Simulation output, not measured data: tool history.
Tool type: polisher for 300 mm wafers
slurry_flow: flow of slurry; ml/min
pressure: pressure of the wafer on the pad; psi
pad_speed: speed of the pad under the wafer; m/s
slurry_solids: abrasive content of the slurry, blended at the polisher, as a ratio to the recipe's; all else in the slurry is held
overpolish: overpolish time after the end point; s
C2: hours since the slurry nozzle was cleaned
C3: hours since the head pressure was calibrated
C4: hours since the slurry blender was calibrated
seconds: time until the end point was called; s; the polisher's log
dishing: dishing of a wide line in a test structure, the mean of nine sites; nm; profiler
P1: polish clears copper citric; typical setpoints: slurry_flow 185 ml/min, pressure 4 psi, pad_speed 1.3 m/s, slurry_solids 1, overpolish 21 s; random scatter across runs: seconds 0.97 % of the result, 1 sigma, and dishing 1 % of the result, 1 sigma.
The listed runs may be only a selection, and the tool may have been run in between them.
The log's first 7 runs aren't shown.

{"run": 8, "day": 3.092, "slurry_flow": 185, "pressure": 4, "pad_speed": 1.3, "slurry_solids": 1, "overpolish": 21, "wafers polished on this pad": 1548, "C2": 142, "C3": 345, "C4": 91.2, "seconds": 141.25, "dishing": 40.094}
{"run": 9, "day": 3.408, "slurry_flow": 185, "pressure": 4, "pad_speed": 1.3, "slurry_solids": 1, "overpolish": 21, "wafers polished on this pad": 1615, "C2": 149.6, "C3": 352.6, "C4": 98.8, "seconds": 141.06, "dishing": 40.483}
{"run": 10, "day": 3.679, "slurry_flow": 185, "pressure": 5.2, "pad_speed": 0.82, "slurry_solids": 1, "overpolish": 21, "wafers polished on this pad": 1672, "C2": 156.1, "C3": 359.1, "C4": 105.3, "seconds": 173.11, "dishing": 36.565}
{"run": 11, "day": 4.012, "slurry_flow": 185, "pressure": 4, "pad_speed": 1.3, "slurry_solids": 0.75, "overpolish": 32, "wafers polished on this pad": 1743, "C2": 164.1, "C3": 367.1, "C4": 113.3, "seconds": 152.37, "dishing": 47.688}
{"run": 12, "day": 4.446, "slurry_flow": 185, "pressure": 4, "pad_speed": 1.3, "slurry_solids": 1, "overpolish": 37, "wafers polished on this pad": 1834, "C2": 174.5, "C3": 377.5, "C4": 123.7, "seconds": 139.68, "dishing": 50.33}
{"run": 13, "day": 4.912, "slurry_flow": 185, "pressure": 4, "pad_speed": 0.9, "slurry_solids": 1, "overpolish": 21, "wafers polished on this pad": 1933, "C2": 185.7, "C3": 388.7, "C4": 134.9, "seconds": 200.89, "dishing": 32.422}
{"run": 14, "day": 5.412, "slurry_flow": 185, "pressure": 2.3, "pad_speed": 1.3, "slurry_solids": 1, "overpolish": 21, "wafers polished on this pad": 2039, "C2": 197.7, "C3": 400.7, "C4": 146.9, "seconds": 242.46, "dishing": 27.851}
{"run": 15, "day": 5.771, "slurry_flow": 255, "pressure": 4, "pad_speed": 1.3, "slurry_solids": 1, "overpolish": 21, "wafers polished on this pad": 2114, "C2": 206.3, "C3": 409.3, "C4": 155.5, "seconds": 134.96, "dishing": 40.707}
{"run": 16, "day": 5.992, "slurry_flow": 185, "pressure": 4, "pad_speed": 1.98, "slurry_solids": 1, "overpolish": 21, "wafers polished on this pad": 2161, "C2": 211.6, "C3": 414.6, "C4": 160.8, "seconds": 93.392, "dishing": 48.285}
{"run": 17, "day": 6.438, "slurry_flow": 185, "pressure": 4, "pad_speed": 1.3, "slurry_solids": 1.45, "overpolish": 21, "wafers polished on this pad": 2255, "C2": 222.3, "C3": 425.3, "C4": 171.5, "seconds": 131.74, "dishing": 41.884}
{"run": 18, "day": 6.896, "slurry_flow": 185, "pressure": 6.2, "pad_speed": 1.3, "slurry_solids": 1, "overpolish": 21, "wafers polished on this pad": 2352, "C2": 233.3, "C3": 436.3, "C4": 182.5, "seconds": 93.722, "dishing": 50.036}
{"run": 19, "day": 7.121, "slurry_flow": 185, "pressure": 4, "pad_speed": 1.3, "slurry_solids": 1, "overpolish": 21, "wafers polished on this pad": 2400, "C2": 238.7, "C3": 441.7, "C4": 187.9, "seconds": 141.96, "dishing": 39.976}

Run 20, settings as shown, results not yet in. Your forecast:
{"run": 20, "day": 7.525, "slurry_flow": 185, "pressure": 4, "pad_speed": 1.3, "slurry_solids": 1, "overpolish": 21, "wafers polished on this pad": 2485, "C2": 248.4, "C3": 451.4, "C4": 197.6, "seconds": "?", "dishing": "?"}

Run 20 produced seconds 144.58 s, dishing 40.613 nm.
